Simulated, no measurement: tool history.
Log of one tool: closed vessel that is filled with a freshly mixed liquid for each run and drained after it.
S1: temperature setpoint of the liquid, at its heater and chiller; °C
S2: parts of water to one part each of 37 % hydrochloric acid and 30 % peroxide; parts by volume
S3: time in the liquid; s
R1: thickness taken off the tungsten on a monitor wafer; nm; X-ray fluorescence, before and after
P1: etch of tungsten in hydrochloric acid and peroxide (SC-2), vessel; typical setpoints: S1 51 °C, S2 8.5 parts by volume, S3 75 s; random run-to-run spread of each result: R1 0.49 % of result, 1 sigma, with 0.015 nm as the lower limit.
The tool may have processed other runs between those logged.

{"run": 1, "hour": 12.8, "S1": 51, "S2": 8.5, "S3": 75, "R1": 12.186}
{"run": 2, "hour": 23.4, "S1": 64.5, "S2": 8.5, "S3": 75, "R1": 28.391}
{"run": 3, "hour": 37.1, "S1": 51, "S2": 8.5, "S3": 30, "R1": 4.834}
{"run": 4, "hour": 54.1, "S1": 51, "S2": 8.5, "S3": 75, "R1": 12.132}
{"run": 5, "hour": 69.1, "S1": 51, "S2": 8.5, "S3": 140, "R1": 22.526}
{"run": 6, "hour": 80.6, "S1": 39, "S2": 8.5, "S3": 75, "R1": 5.3004}
{"run": 7, "hour": 89.1, "S1": 51, "S2": 8.5, "S3": 75, "R1": 12.076}
{"run": 8, "hour": 105.6, "S1": 51, "S2": 14, "S3": 120, "R1": 12.665}
{"run": 9, "hour": 122.1, "S1": 51, "S2": 4, "S3": 75, "R1": 21.189}
{"run": 10, "hour": 135.9, "S1": 51, "S2": 14.5, "S3": 75, "R1": 7.6671}
{"run": 11, "hour": 146.8, "S1": 51, "S2": 13.5, "S3": 135, "R1": 14.682}
{"run": 12, "hour": 158.8, "S1": 51, "S2": 8.5, "S3": 75, "R1": 11.972}
{"run": 13, "hour": 175.7, "S1": 51, "S2": 8.5, "S3": 75, "R1": 12.15}
{"hour": 191.1, "done": "chemicals flow meter replaced"}
{"run": 14, "hour": 191.1, "S1": 51, "S2": 8.5, "S3": 75, "R1": 12.034}
{"run": 15, "hour": 207.0, "S1": 51, "S2": 4, "S3": 105, "R1": 29.56}
{"run": 16, "hour": 216.3, "S1": 51, "S2": 8.5, "S3": 75, "R1": 12.061}
{"run": 17, "hour": 232.3, "S1": 51, "S2": 8.5, "S3": 75, "R1": 12.727}
{"run": 18, "hour": 243.6, "S1": 51, "S2": 8.5, "S3": 75, "R1": 12.888}
{"run": 19, "hour": 255.9, "S1": 51, "S2": 8.5, "S3": 75, "R1": 13.021}
{"run": 20, "hour": 271.9, "S1": 51, "S2": 8.5, "S3": 75, "R1": 13.12}
{"run": 21, "hour": 286.8, "S1": 51, "S2": 8.5, "S3": 75, "R1": 13.27}
{"run": 22, "hour": 302.4, "S1": 51, "S2": 8.5, "S3": 75, "R1": 13.115}

P1 has crept away from where it was. The log is fitted equally well by each of these 2 causes, at the sizes shown:
A: chemicals flow above the setpoint (%) = 11.7
B: liquid hotter than its thermometer reads (K) = 1.35
The drift started at roughly hour 216.3.
Other possible causes, and why each is ruled out:
peroxide weaker than its label (%): 8 at the very most, moving R1 by -7.3 %, which is either too weak or the wrong sign

The list below offers 4 check runs, each averaging the results of 5 wafers, and shows each result as a question mark. For which of them would the listed causes give clearly different results?
{"run": "check 1", "hour": 318.0, "S1": 44.5, "S2": 14, "S3": 75, "R1": "?"}
{"run": "check 2", "hour": 318.0, "S1": 61.5, "S2": 8.5, "S3": 40, "R1": "?"}
{"run": "check 3", "hour": 318.0, "S1": 45, "S2": 13.5, "S3": 75, "R1": "?"}
{"run": "check 4", "hour": 318.0, "S1": 45, "S2": 4, "S3": 75, "R1": "?"}

Check results expected under each cause:
check=check_1 result=R1 if_A=5.6217 if_B=5.603
check=check_2 result=R1 if_A=13.807 if_B=13.739
check=check_3 result=R1 if_A=6.0038 if_B=5.9847
check=check_4 result=R1 if_A=15.153 if_B=15.46
How far apart the two closest causes lie, in the result that separates them most: check 1 0.33 %; check 2 0.5 %; check 3 0.32 %; check 4 2.01 %
The causes can be told apart only by check 4. The other checks would give nearly the same results under each of them.

Then check 4 was run and gave: R1 15.162 nm. Which cause is it?

It was cause A: chemicals flow above the setpoint (%).
